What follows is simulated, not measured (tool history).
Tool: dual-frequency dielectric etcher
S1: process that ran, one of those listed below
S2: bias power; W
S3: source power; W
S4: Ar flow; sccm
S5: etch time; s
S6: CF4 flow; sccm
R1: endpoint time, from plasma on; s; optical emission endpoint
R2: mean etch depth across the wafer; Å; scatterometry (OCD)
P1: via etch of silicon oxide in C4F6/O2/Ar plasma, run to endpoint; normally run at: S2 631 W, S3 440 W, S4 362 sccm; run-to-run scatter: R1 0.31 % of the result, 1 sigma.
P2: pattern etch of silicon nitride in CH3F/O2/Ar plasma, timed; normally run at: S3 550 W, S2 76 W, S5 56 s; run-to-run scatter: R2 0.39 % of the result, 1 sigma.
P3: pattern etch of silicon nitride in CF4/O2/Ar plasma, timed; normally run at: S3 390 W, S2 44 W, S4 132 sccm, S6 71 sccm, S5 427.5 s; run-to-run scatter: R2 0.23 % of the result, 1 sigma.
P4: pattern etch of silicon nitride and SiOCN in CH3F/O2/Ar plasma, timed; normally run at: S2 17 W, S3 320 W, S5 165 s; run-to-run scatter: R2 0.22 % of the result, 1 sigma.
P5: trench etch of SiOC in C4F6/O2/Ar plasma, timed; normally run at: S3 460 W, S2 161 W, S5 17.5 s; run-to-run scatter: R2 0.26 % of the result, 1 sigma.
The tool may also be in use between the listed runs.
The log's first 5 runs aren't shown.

| run | hour | S1 | S2 | S3 | S4 | S5 | S6 | R1 | R2 |
|---|---|---|---|---|---|---|---|---|---|
| 6 | 33.3 | P5 | 161 | 460 |  | 17.5 |  |  | 368.77 |
| 7 | 37.2 | P1 | 631 | 440 | 433 |  |  | 26.652 |  |
| 8 | 40.8 | P3 | 44 | 390 | 132 | 427.5 | 71 |  | 5444.3 |
| 9 | 46 | P1 | 631 | 440 | 362 |  |  | 26.185 |  |
| 10 | 51.5 | P3 | 44 | 390 | 132 | 595 | 71 |  | 7565.4 |
| 11 | 55.9 | P1 | 631 | 440 | 362 |  |  | 26.198 |  |
| 12 | 59.8 | P4 | 17 | 320 |  | 165 |  |  | 177.85 |
| 13 | 64.3 | P5 | 161 | 560 |  | 17.5 |  |  | 399.5 |
| 14 | 69.4 | P3 | 58 | 390 | 132 | 427.5 | 71 |  | 6099 |
| 15 | 76.6 | P4 | 17 | 320 |  | 165 |  |  | 177.55 |
| 16 | 81.4 | P2 | 76 | 790 |  | 56 |  |  | 506.91 |
| 17 | 85.5 | P2 | 76 | 550 |  | 56 |  |  | 442.74 |
| 18 | 91.8 | P5 | 121 | 460 |  | 17.5 |  |  | 340.02 |
| 19 | 98.6 | P2 | 76 | 550 |  | 56 |  |  | 443.52 |
| 20 | 106.1 | P4 | 23 | 320 |  | 165 |  |  | 203.23 |
| 21 | 112.8 | P3 | 44 | 390 | 132 | 427.5 | 43 |  | 5049.3 |
| 22 | 119.1 | P5 | 161 | 460 |  | 23.5 |  |  | 494.97 |
| 23 | 124.9 | P1 | 631 | 590 | 362 |  |  | 23.452 |  |
| 24 | 131.1 | P1 | 631 | 440 | 235 |  |  | 24.877 |  |
| 25 | 135 | P1 | 631 | 310 | 362 |  |  | 29.614 |  |
| 26 | 139.3 | P1 | 631 | 440 | 362 |  |  | 26.143 |  |
| 27 | 143.2 | P3 | 44 | 390 | 132 | 427.5 | 71 |  | 5470.9 |
| 28 | 150.6 | P1 | 631 | 440 | 362 |  |  | 26.075 |  |
| 29 | 157.7 | P1 | 817 | 440 | 362 |  |  | 23.607 |  |

Run 30 comes next. What will it give?
| 30 | 163.2 | P4 | 17 | 320 |  | 102 |  |  | ? |

{"run 30": {"R2": 110.31}}

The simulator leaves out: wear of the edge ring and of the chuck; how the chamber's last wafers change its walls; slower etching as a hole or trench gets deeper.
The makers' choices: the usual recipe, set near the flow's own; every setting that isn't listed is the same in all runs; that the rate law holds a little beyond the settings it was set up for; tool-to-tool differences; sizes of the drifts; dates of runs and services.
